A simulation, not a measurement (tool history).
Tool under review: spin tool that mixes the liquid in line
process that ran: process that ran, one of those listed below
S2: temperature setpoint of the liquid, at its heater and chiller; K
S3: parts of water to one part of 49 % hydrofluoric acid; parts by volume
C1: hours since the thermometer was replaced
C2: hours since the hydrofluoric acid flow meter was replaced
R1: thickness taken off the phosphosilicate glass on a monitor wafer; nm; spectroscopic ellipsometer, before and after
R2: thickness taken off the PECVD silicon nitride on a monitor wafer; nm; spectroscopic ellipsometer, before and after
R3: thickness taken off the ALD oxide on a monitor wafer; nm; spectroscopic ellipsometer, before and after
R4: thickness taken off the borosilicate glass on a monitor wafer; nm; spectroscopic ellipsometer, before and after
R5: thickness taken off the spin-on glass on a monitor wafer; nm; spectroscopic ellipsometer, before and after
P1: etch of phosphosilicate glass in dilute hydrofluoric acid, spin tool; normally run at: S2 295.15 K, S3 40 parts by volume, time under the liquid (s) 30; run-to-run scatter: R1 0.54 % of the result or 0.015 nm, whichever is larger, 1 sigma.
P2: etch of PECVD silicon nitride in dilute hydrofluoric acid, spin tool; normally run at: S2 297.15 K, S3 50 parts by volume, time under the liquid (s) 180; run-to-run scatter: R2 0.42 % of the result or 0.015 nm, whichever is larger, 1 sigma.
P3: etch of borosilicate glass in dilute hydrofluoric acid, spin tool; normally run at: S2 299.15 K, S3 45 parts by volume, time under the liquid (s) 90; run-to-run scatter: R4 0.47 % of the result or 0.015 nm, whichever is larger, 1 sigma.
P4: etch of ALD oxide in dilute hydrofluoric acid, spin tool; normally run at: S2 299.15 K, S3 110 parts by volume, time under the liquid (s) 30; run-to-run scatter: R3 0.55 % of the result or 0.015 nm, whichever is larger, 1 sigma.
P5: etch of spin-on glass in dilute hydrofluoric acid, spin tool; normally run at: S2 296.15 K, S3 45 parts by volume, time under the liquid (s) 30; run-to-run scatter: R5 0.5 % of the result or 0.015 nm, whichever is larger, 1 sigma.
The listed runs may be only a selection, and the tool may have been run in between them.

{"run": 1, "hour": 10.4, "process that ran": "P1", "S2": 295.15, "S3": 40, "time under the liquid (s)": 30, "C1": 1613.9, "C2": 732.4, "R1": 103.16}
{"run": 2, "hour": 29.2, "process that ran": "P2", "S2": 291.65, "S3": 50, "time under the liquid (s)": 180, "C1": 1632.7, "C2": 751.2, "R2": 4.8849}
{"run": 3, "hour": 46.6, "process that ran": "P4", "S2": 299.15, "S3": 170, "time under the liquid (s)": 30, "C1": 1650.1, "C2": 768.6, "R3": 2.9678}
{"run": 4, "hour": 56.2, "process that ran": "P2", "S2": 297.15, "S3": 50, "time under the liquid (s)": 360, "C1": 1659.7, "C2": 778.2, "R2": 14.157}
{"run": 5, "hour": 73.1, "process that ran": "P3", "S2": 299.15, "S3": 75, "time under the liquid (s)": 90, "C1": 1676.6, "C2": 795.1, "R4": 31.991}
{"run": 6, "hour": 89.3, "process that ran": "P2", "S2": 297.15, "S3": 50, "time under the liquid (s)": 180, "C1": 1692.8, "C2": 811.3, "R2": 7.1224}
{"run": 7, "hour": 104.8, "process that ran": "P1", "S2": 295.15, "S3": 20, "time under the liquid (s)": 30, "C1": 1708.3, "C2": 826.8, "R1": 209.35}
{"run": 8, "hour": 115.9, "process that ran": "P1", "S2": 301.15, "S3": 40, "time under the liquid (s)": 30, "C1": 1719.4, "C2": 837.9, "R1": 131.85}
{"run": 9, "hour": 126.8, "process that ran": "P3", "S2": 299.15, "S3": 45, "time under the liquid (s)": 90, "C1": 1730.3, "C2": 848.8, "R4": 55.784}
{"run": 10, "hour": 144.5, "process that ran": "P3", "S2": 299.15, "S3": 45, "time under the liquid (s)": 90, "C1": 1748, "C2": 866.5, "R4": 55.806}
{"run": 11, "hour": 160.1, "process that ran": "P1", "S2": 290.15, "S3": 40, "time under the liquid (s)": 30, "C1": 1763.6, "C2": 882.1, "R1": 82.707}
{"run": 12, "hour": 172.1, "process that ran": "P1", "S2": 290.15, "S3": 60, "time under the liquid (s)": 30, "C1": 1775.6, "C2": 894.1, "R1": 53.542}
{"run": 13, "hour": 181.0, "process that ran": "P4", "S2": 299.15, "S3": 110, "time under the liquid (s)": 30, "C1": 1784.5, "C2": 903, "R3": 4.8694}
{"hour": 190.5, "done": "thermometer replaced"}
{"run": 14, "hour": 194.3, "process that ran": "P5", "S2": 296.15, "S3": 65, "time under the liquid (s)": 30, "C1": 3.9, "C2": 916.3, "R5": 10.225}
{"run": 15, "hour": 206.6, "process that ran": "P4", "S2": 299.15, "S3": 110, "time under the liquid (s)": 60, "C1": 16.2, "C2": 928.6, "R3": 9.7805}
{"run": 16, "hour": 221.0, "process that ran": "P1", "S2": 295.15, "S3": 40, "time under the liquid (s)": 30, "C1": 30.6, "C2": 943, "R1": 103.1}
{"run": 17, "hour": 235.8, "process that ran": "P2", "S2": 297.15, "S3": 50, "time under the liquid (s)": 180, "C1": 45.4, "C2": 957.8, "R2": 7.0834}
{"run": 18, "hour": 252.3, "process that ran": "P1", "S2": 295.15, "S3": 40, "time under the liquid (s)": 55, "C1": 61.9, "C2": 974.3, "R1": 190.32}
{"run": 19, "hour": 269.0, "process that ran": "P5", "S2": 290.15, "S3": 45, "time under the liquid (s)": 30, "C1": 78.6, "C2": 991, "R5": 11.793}
{"run": 20, "hour": 277.9, "process that ran": "P5", "S2": 296.15, "S3": 45, "time under the liquid (s)": 60, "C1": 87.5, "C2": 999.9, "R5": 30.302}
{"run": 21, "hour": 294.0, "process that ran": "P1", "S2": 295.15, "S3": 40, "time under the liquid (s)": 30, "C1": 103.6, "C2": 1016, "R1": 102.14}
{"run": 22, "hour": 304.2, "process that ran": "P3", "S2": 299.15, "S3": 45, "time under the liquid (s)": 155, "C1": 113.8, "C2": 1026.2, "R4": 95.998}
{"run": 23, "hour": 314.1, "process that ran": "P5", "S2": 296.15, "S3": 45, "time under the liquid (s)": 30, "C1": 123.7, "C2": 1036.1, "R5": 15.11}
{"run": 24, "hour": 329.2, "process that ran": "P1", "S2": 295.15, "S3": 40, "time under the liquid (s)": 30, "C1": 138.8, "C2": 1051.2, "R1": 103.26}
{"run": 25, "hour": 340.8, "process that ran": "P1", "S2": 295.15, "S3": 40, "time under the liquid (s)": 15, "C1": 150.4, "C2": 1062.8, "R1": 51.408}
{"run": 26, "hour": 355.7, "process that ran": "P3", "S2": 294.65, "S3": 45, "time under the liquid (s)": 90, "C1": 165.3, "C2": 1077.7, "R4": 46.415}
{"run": 27, "hour": 368.3, "process that ran": "P1", "S2": 290.15, "S3": 25, "time under the liquid (s)": 30, "C1": 177.9, "C2": 1090.3, "R1": 134.22}
{"run": 28, "hour": 381.4, "process that ran": "P2", "S2": 297.15, "S3": 25, "time under the liquid (s)": 180, "C1": 191, "C2": 1103.4, "R2": 13.968}
{"run": 29, "hour": 394.9, "process that ran": "P1", "S2": 295.15, "S3": 55, "time under the liquid (s)": 30, "C1": 204.5, "C2": 1116.9, "R1": 73.632}
{"run": 30, "hour": 406.1, "process that ran": "P1", "S2": 295.15, "S3": 40, "time under the liquid (s)": 30, "C1": 215.7, "C2": 1128.1, "R1": 103.37}
{"run": 31, "hour": 417.6, "process that ran": "P4", "S2": 306.65, "S3": 110, "time under the liquid (s)": 30, "C1": 227.2, "C2": 1139.6, "R3": 6.4385}
{"run": 32, "hour": 433.1, "process that ran": "P5", "S2": 296.15, "S3": 45, "time under the liquid (s)": 30, "C1": 242.7, "C2": 1155.1, "R5": 15.192}
{"run": 33, "hour": 443.4, "process that ran": "P1", "S2": 291.15, "S3": 20, "time under the liquid (s)": 30, "C1": 253, "C2": 1165.4, "R1": 178.56}
{"run": 34, "hour": 453.1, "process that ran": "P1", "S2": 295.15, "S3": 40, "time under the liquid (s)": 30, "C1": 262.7, "C2": 1175.1, "R1": 103.11}
{"run": 35, "hour": 461.6, "process that ran": "P1", "S2": 295.15, "S3": 40, "time under the liquid (s)": 30, "C1": 271.2, "C2": 1183.6, "R1": 101.25}
{"run": 36, "hour": 470.2, "process that ran": "P1", "S2": 295.15, "S3": 40, "time under the liquid (s)": 30, "C1": 279.8, "C2": 1192.2, "R1": 99.431}
{"run": 37, "hour": 478.5, "process that ran": "P1", "S2": 295.15, "S3": 40, "time under the liquid (s)": 30, "C1": 288.1, "C2": 1200.5, "R1": 98.893}
{"run": 38, "hour": 488.8, "process that ran": "P1", "S2": 295.15, "S3": 40, "time under the liquid (s)": 30, "C1": 298.4, "C2": 1210.8, "R1": 98.436}
{"run": 39, "hour": 500.0, "process that ran": "P1", "S2": 295.15, "S3": 40, "time under the liquid (s)": 30, "C1": 309.6, "C2": 1222, "R1": 97.364}
{"run": 40, "hour": 508.6, "process that ran": "P1", "S2": 295.15, "S3": 40, "time under the liquid (s)": 30, "C1": 318.2, "C2": 1230.6, "R1": 97.368}
{"run": 41, "hour": 516.8, "process that ran": "P1", "S2": 295.15, "S3": 40, "time under the liquid (s)": 30, "C1": 326.4, "C2": 1238.8, "R1": 97.82}
{"run": 42, "hour": 526.8, "process that ran": "P1", "S2": 295.15, "S3": 40, "time under the liquid (s)": 30, "C1": 336.4, "C2": 1248.8, "R1": 96.949}
{"run": 43, "hour": 535.1, "process that ran": "P1", "S2": 295.15, "S3": 40, "time under the liquid (s)": 30, "C1": 344.7, "C2": 1257.1, "R1": 96.629}
{"run": 44, "hour": 545.9, "process that ran": "P1", "S2": 295.15, "S3": 40, "time under the liquid (s)": 30, "C1": 355.5, "C2": 1267.9, "R1": 96.682}

Compared with where it was, what P1 gives has crept away. Each cause listed below fits the log as well as the rest, at the size given for it:
A: liquid colder than its thermometer reads (K) = 1.4
B: hydrofluoric acid flow below the setpoint (%) = 5.45
The onset of the drift is placed at about hour 453.1.

Of the 4 check runs listed below, each run on one wafer and each result written as a question mark, which would let you distinguish the listed causes because they would give clearly different results?
{"run": "check 1", "hour": 556.7, "process that ran": "P3", "S2": 299.15, "S3": 45, "time under the liquid (s)": 90, "R4": "?"}
{"run": "check 2", "hour": 556.7, "process that ran": "P5", "S2": 296.15, "S3": 45, "time under the liquid (s)": 30, "R5": "?"}
{"run": "check 3", "hour": 556.7, "process that ran": "P2", "S2": 297.15, "S3": 50, "time under the liquid (s)": 180, "R2": "?"}
{"run": "check 4", "hour": 556.7, "process that ran": "P4", "S2": 299.15, "S3": 110, "time under the liquid (s)": 30, "R3": "?"}

What every check run would give for each of its results, assuming each possible cause in turn:
check=check_1 result=R4 if_A=52.706 if_B=52.584
check=check_2 result=R5 if_A=14.299 if_B=14.289
check=check_3 result=R2 if_A=6.454 if_B=6.7178
check=check_4 result=R3 if_A=4.6017 if_B=4.5575
How far apart the two closest causes lie, in the result that separates them most: check 1 0.23 %; check 2 0.07 %; check 3 4.01 %; check 4 0.96 %
Check 3 tells the causes apart: in the others they would give nearly the same result.

Check 3 has now been run. It gave: R2 6.7135 nm. Which of the candidate causes is it?

The correct cause is B, namely: hydrofluoric acid flow below the setpoint (%).
